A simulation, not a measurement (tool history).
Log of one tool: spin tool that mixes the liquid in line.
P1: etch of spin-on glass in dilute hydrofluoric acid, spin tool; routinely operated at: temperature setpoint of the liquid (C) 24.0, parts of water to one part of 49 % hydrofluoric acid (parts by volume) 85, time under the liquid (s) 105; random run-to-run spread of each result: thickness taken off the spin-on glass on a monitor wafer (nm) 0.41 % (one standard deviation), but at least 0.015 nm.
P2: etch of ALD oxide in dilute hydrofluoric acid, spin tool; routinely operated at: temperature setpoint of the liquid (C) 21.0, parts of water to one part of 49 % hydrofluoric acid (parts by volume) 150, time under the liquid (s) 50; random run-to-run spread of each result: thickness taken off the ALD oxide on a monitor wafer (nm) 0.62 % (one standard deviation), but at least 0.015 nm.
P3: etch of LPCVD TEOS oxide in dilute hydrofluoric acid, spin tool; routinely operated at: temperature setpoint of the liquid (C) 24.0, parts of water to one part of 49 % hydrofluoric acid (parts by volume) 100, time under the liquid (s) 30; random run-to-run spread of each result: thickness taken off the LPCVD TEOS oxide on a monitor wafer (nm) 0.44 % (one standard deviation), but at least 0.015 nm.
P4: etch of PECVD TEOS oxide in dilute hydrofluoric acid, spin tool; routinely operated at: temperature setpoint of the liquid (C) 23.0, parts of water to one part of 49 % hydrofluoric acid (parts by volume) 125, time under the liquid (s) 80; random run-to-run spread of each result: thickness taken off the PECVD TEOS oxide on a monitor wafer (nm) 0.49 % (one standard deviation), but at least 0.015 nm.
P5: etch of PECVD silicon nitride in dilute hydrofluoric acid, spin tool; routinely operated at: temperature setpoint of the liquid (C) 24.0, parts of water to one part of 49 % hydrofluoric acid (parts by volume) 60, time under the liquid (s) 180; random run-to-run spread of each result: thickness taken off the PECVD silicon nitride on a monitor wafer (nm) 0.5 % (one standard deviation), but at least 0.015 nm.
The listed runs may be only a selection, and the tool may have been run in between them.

run	hour	process that ran	temperature setpoint of the liquid (C)	parts of water to one part of 49 % hydrofluoric acid (parts by volume)	time under the liquid (s)	thickness taken off the spin-on glass on a monitor wafer (nm)	thickness taken off the ALD oxide on a monitor wafer (nm)	thickness taken off the PECVD TEOS oxide on a monitor wafer (nm)	thickness taken off the PECVD silicon nitride on a monitor wafer (nm)	thickness taken off the LPCVD TEOS oxide on a monitor wafer (nm)
1	16.4	P1	24.0	85	105	45.880				
2	33.3	P2	21.0	150	95		7.8553			
3	50.9	P2	21.0	55	50		12.6750			
# hour 59.0: thermometer replaced
4	63.8	P4	28.5	125	80			6.2779		
5	80.0	P1	24.0	85	165	71.561				
6	92.5	P4	23.0	125	145			9.2186		
7	100.8	P5	24.0	20	180				31.6640	
8	115.8	P1	29.0	85	105	55.537				
9	132.9	P2	17.0	150	50		3.4991			
10	145.1	P1	24.0	85	50	21.763				
11	156.4	P1	17.0	35	105	87.753				
12	168.1	P1	24.0	85	105	45.573				
13	184.8	P1	24.0	85	105	45.242				
14	194.1	P3	24.0	100	55					12.6560
15	204.2	P1	24.0	85	105	45.729				
16	216.3	P1	19.5	85	105	38.143				
17	226.5	P1	24.0	85	105	45.572				
18	244.2	P3	24.0	150	30					4.3456
19	262.0	P1	18.0	125	105	23.360				
20	276.5	P4	23.0	180	80			3.2645		
21	284.7	P3	24.0	100	30					6.8857
22	297.1	P4	23.0	125	80			5.0173		
23	313.6	P2	21.0	150	50		4.1375			
24	329.7	P5	31.5	60	180				17.7180	
25	344.1	P1	24.0	55	105	73.312				
26	355.2	P5	24.0	60	85				5.1545	
27	371.0	P5	24.0	60	180				10.9030	
28	385.9	P1	28.5	35	105	143.240				
29	399.9	P2	21.0	150	50		4.1478			

Predict the results of run 30:
30	415.7	P1	24.0	125	105	?				

{"run 30": {"thickness taken off the spin-on glass on a monitor wafer (nm)": 29.7}}
